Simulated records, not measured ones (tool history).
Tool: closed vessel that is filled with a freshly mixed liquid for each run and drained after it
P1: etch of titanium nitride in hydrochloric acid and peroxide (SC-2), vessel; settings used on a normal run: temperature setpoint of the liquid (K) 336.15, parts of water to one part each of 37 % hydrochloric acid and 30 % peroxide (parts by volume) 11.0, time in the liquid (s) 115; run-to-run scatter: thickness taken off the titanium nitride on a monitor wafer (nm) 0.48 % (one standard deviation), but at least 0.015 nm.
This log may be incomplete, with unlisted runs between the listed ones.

run    day  temperature setpoint of the liquid (K)  parts of water to one part each of 37 % hydrochloric acid and 30 % peroxide (parts by volume)  time in the liquid (s)  thickness taken off the titanium nitride on a monitor wafer (nm)
  1  0.212                                  336.15                                                                                           11.0                     115                                                            7.3071
  2  0.458                                  336.15                                                                                            4.0                     115                                                           15.9440
  3  0.896                                  326.15                                                                                            6.0                     115                                                            6.3299
  4  1.212                                  336.15                                                                                           11.0                      30                                                            1.9268
  5  1.483                                  336.15                                                                                           11.0                     175                                                           11.2110
  6  1.888                                  336.15                                                                                           11.0                     115                                                            7.3593
  7  2.088                                  345.15                                                                                           11.0                     115                                                           12.5890
  8  2.508                                  336.15                                                                                           11.0                     115                                                            7.3815
  9  2.912                                  336.15                                                                                            4.0                     200                                                           27.7380
 10  3.200                                  336.15                                                                                           11.0                     115                                                            7.3988
 11  3.579                                  345.15                                                                                           11.0                      50                                                            5.5048
 12  3.883                                  336.15                                                                                           19.5                     115                                                            4.4111
 13  4.175                                  319.65                                                                                           11.0                     115                                                            2.5149
     4.304  -- chemicals flow meter replaced
 14  4.379                                  336.15                                                                                           11.0                     115                                                            7.3157
 15  4.729                                  336.15                                                                                           11.0                     115                                                            7.3566
 16  5.129                                  336.15                                                                                           11.0                     115                                                            7.3400
 17  5.488                                  336.15                                                                                           11.0                     115                                                            7.0906
 18  5.838                                  336.15                                                                                           11.0                     115                                                            6.9611
 19  6.154                                  336.15                                                                                           11.0                     115                                                            6.8864
 20  6.521                                  336.15                                                                                           11.0                     115                                                            6.8110
 21  6.750                                  336.15                                                                                           11.0                     115                                                            6.7614
 22  7.150                                  336.15                                                                                           11.0                     115                                                            6.7270
 23  7.550                                  336.15                                                                                           11.0                     115                                                            6.7049
     7.742  -- new drum of peroxide connected
 24  7.846                                  336.15                                                                                           11.0                     115                                                            6.6799
 25  8.233                                  336.15                                                                                           11.0                     115                                                            6.6521
 26  8.496                                  336.15                                                                                           11.0                     115                                                            6.6615
 27  8.804                                  336.15                                                                                           11.0                     115                                                            6.6635

What P1 gives has crept away from where it was. These 2 causes fit the log equally well, each at the size given:
A: chemicals flow below the setpoint (%) = 10.6
B: liquid colder than its thermometer reads (K) = 1.55
The process output started creeping at around day 5.129.
Why every other cause is out:
peroxide weaker than its label (%): was serviced at day 7.742, once the creep was under way, yet the earlier output never came back

4 check runs are offered, each on 5 wafers whose results are averaged, their results left as question marks. Which one tells the causes apart?
check 1  9.112                                  322.15                                                                                            5.5                     115                                                                 ?
check 2  9.112                                  320.65                                                                                           19.5                     115                                                                 ?
check 3  9.112                                  336.15                                                                                           19.0                     115                                                                 ?
check 4  9.112                                  345.15                                                                                           11.0                     160                                                                 ?

If the cause were each of the candidates in turn, the checks would give the following:
  check                                                            result     if A     if B
check 1  thickness taken off the titanium nitride on a monitor wafer (nm)   4.7533   4.6539
check 2  thickness taken off the titanium nitride on a monitor wafer (nm)   1.4708   1.4659
check 3  thickness taken off the titanium nitride on a monitor wafer (nm)   4.0993   4.1238
check 4  thickness taken off the titanium nitride on a monitor wafer (nm)  15.9120  15.9850
Gap, in per cent, between the two causes that each check separates least, read from the result that separates them most: check 1 2.11 %; check 2 0.33 %; check 3 0.6 %; check 4 0.46 %
The other checks would show nearly matching results whichever cause is true, so check 1 is the only one that separates the causes.

The results of check 1 are: thickness taken off the titanium nitride on a monitor wafer (nm) 4.7394. Based on these, which of the listed causes is it?

It is A: chemicals flow below the setpoint (%).

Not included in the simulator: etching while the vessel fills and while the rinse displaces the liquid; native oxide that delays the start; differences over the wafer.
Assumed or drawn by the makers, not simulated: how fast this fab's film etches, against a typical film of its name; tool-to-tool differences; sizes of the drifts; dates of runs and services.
